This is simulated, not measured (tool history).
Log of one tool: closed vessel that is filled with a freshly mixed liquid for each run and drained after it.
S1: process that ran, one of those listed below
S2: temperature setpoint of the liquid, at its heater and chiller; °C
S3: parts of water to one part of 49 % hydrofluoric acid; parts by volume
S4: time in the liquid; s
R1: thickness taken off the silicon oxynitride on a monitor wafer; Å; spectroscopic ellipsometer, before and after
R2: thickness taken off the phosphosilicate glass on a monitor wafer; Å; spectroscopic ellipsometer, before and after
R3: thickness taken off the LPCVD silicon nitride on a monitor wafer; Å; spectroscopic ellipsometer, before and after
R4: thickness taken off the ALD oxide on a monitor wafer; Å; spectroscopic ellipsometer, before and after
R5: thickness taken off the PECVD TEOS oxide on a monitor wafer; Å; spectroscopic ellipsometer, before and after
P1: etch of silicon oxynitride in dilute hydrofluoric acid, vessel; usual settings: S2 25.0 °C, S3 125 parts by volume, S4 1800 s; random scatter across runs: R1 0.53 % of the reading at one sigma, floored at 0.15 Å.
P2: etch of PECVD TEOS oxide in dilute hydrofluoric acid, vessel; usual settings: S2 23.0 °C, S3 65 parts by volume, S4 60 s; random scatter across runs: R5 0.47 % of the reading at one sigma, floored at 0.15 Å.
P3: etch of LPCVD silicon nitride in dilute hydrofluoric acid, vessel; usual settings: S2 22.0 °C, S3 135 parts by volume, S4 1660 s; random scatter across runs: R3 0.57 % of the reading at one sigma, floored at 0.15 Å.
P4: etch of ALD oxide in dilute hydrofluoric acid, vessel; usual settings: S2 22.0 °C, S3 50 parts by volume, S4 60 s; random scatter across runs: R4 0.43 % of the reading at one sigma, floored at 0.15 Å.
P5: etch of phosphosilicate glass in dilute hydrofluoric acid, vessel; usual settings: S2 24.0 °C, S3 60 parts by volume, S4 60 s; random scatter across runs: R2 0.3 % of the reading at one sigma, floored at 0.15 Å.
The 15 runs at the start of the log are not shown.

run,hour,S1,S2,S3,S4,R1,R2,R3,R4,R5
16,47.3,P3,22.0,65,1660,,,105.520,,
17,50.0,P5,17.0,60,60,,1070.30,,,
18,53.1,P5,24.0,60,60,,1442.10,,,
19,55.5,P3,22.0,135,1660,,,52.147,,
20,58.3,P1,25.0,125,1800,220.010,,,,
21,62.1,P2,23.0,65,60,,,,,121.98
22,64.4,P2,23.0,65,60,,,,,121.93
23,66.3,P1,25.0,125,1800,219.220,,,,
24,69.7,P1,20.5,125,1800,176.450,,,,
25,73.5,P4,22.0,50,60,,,,143.15,
26,77.0,P2,23.0,65,120,,,,,242.06
27,80.7,P3,27.0,135,1660,,,71.106,,
28,84.9,P1,25.0,125,1800,218.810,,,,
29,87.0,P4,22.0,50,60,,,,143.47,

Estimate the outcome of run 30 from the log above:
30,89.1,P1,25.0,220,1800,?,,,,

R1: 116.180 Å
